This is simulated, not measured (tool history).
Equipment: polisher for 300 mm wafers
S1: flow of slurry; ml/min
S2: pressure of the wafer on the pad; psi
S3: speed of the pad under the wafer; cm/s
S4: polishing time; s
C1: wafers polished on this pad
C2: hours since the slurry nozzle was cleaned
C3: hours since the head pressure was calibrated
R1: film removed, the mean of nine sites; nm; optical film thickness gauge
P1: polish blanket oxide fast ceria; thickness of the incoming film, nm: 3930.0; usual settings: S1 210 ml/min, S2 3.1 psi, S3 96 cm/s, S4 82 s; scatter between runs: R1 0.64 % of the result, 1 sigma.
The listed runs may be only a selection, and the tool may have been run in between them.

| run | day | S1 | S2 | S3 | S4 | C1 | C2 | C3 | R1 |
|---|---|---|---|---|---|---|---|---|---|
| 1 | 0.312 | 210 | 3.1 | 96 | 82 | 428 | 305.8 | 187.6 | 1388.90 |
| 2 | 0.679 | 210 | 3.1 | 96 | 82 | 494 | 314.6 | 196.4 | 1378.00 |
|  | 1.208 | worn pad replaced by a new one |
| 3 | 1.238 | 210 | 3.1 | 136 | 82 | 5 | 328.0 | 209.8 | 1959.50 |
| 4 | 1.612 | 210 | 3.1 | 96 | 110 | 73 | 337.0 | 218.8 | 1858.20 |
| 5 | 1.954 | 210 | 4.9 | 96 | 82 | 134 | 345.2 | 227.0 | 2187.20 |
| 6 | 2.204 | 270 | 3.1 | 130 | 82 | 179 | 351.2 | 233.0 | 1912.90 |
| 7 | 2.771 | 125 | 3.1 | 96 | 82 | 281 | 364.8 | 246.6 | 1270.90 |
| 8 | 3.058 | 210 | 1.4 | 96 | 82 | 333 | 371.7 | 253.5 | 620.24 |
| 9 | 3.483 | 125 | 1.7 | 96 | 82 | 409 | 381.9 | 263.7 | 698.84 |
| 10 | 3.958 | 210 | 3.1 | 96 | 37 | 495 | 393.3 | 275.1 | 627.84 |
| 11 | 4.504 | 210 | 3.1 | 96 | 82 | 593 | 406.4 | 288.2 | 1384.70 |
| 12 | 5.062 | 210 | 3.1 | 68 | 82 | 693 | 419.8 | 301.6 | 981.62 |
| 13 | 5.525 | 210 | 3.1 | 96 | 82 | 776 | 430.9 | 312.7 | 1386.90 |
| 14 | 5.842 | 335 | 3.1 | 96 | 82 | 833 | 438.5 | 320.3 | 1455.60 |
| 15 | 6.383 | 210 | 3.1 | 96 | 82 | 931 | 451.5 | 333.3 | 1389.00 |
| 16 | 6.933 | 210 | 3.1 | 96 | 82 | 1030 | 464.7 | 346.5 | 1349.00 |
| 17 | 7.358 | 210 | 3.1 | 96 | 82 | 1106 | 474.9 | 356.7 | 1350.10 |
| 18 | 7.846 | 210 | 3.1 | 96 | 82 | 1194 | 486.6 | 368.4 | 1331.30 |
| 19 | 8.321 | 210 | 3.1 | 96 | 82 | 1279 | 498.0 | 379.8 | 1304.90 |
| 20 | 8.888 | 210 | 3.1 | 96 | 82 | 1381 | 511.6 | 393.4 | 1303.30 |
| 21 | 9.383 | 210 | 3.1 | 96 | 82 | 1470 | 523.5 | 405.3 | 1291.60 |
|  | 9.458 | worn pad replaced by a new one |
| 22 | 9.821 | 210 | 3.1 | 96 | 82 | 65 | 534.0 | 415.8 | 1288.00 |
| 23 | 10.233 | 210 | 3.1 | 96 | 82 | 139 | 543.9 | 425.7 | 1281.70 |
| 24 | 10.700 | 210 | 3.1 | 96 | 82 | 223 | 555.1 | 436.9 | 1289.30 |
| 25 | 10.971 | 210 | 3.1 | 96 | 82 | 272 | 561.6 | 443.4 | 1294.10 |
| 26 | 11.388 | 210 | 3.1 | 96 | 82 | 347 | 571.6 | 453.4 | 1284.30 |

P1 has crept away from where it was. The log is fitted equally well by each of these 2 causes, at the sizes shown:
A: slurry flow missing at the pad, % = 37
B: head's pressure below its setpoint, % = 7.07
The onset of the drift is placed at about day 6.383.
All other causes, with the reason each is excluded:
removal rate lost through wear of the pad, %: serviced at day 9.458, after the change had begun; the process did not return to its earlier output

Of the 4 check runs below, each run on 5 wafers with the results averaged and each result still a question mark, which one would tell the listed causes apart?
| check 1 | 11.804 | 210 | 1.4 | 96 | 42 |  |  |  | ? |
| check 2 | 11.804 | 210 | 4.0 | 96 | 82 |  |  |  | ? |
| check 3 | 11.804 | 315 | 3.1 | 96 | 82 |  |  |  | ? |
| check 4 | 11.804 | 210 | 4.3 | 96 | 43 |  |  |  | ? |

If the cause were each of the candidates in turn, the checks would give the following:
| check | result | if A | if B |
|---|---|---|---|
| check 1 | R1 | 297.52 | 297.52 |
| check 2 | R1 | 1659.60 | 1659.70 |
| check 3 | R1 | 1373.90 | 1342.40 |
| check 4 | R1 | 935.56 | 935.58 |
Gap, in per cent, between the two causes that each check separates least, read from the result that separates them most: check 1 0 %; check 2 0 %; check 3 2.32 %; check 4 0 %
Check 3 distinguishes between the causes, while the remaining checks would return nearly the same result for all of them.

Check 3 was then run and gave: R1 1365.90 nm. Which cause is it?

Of the candidate causes, it is A: slurry flow missing at the pad, %.
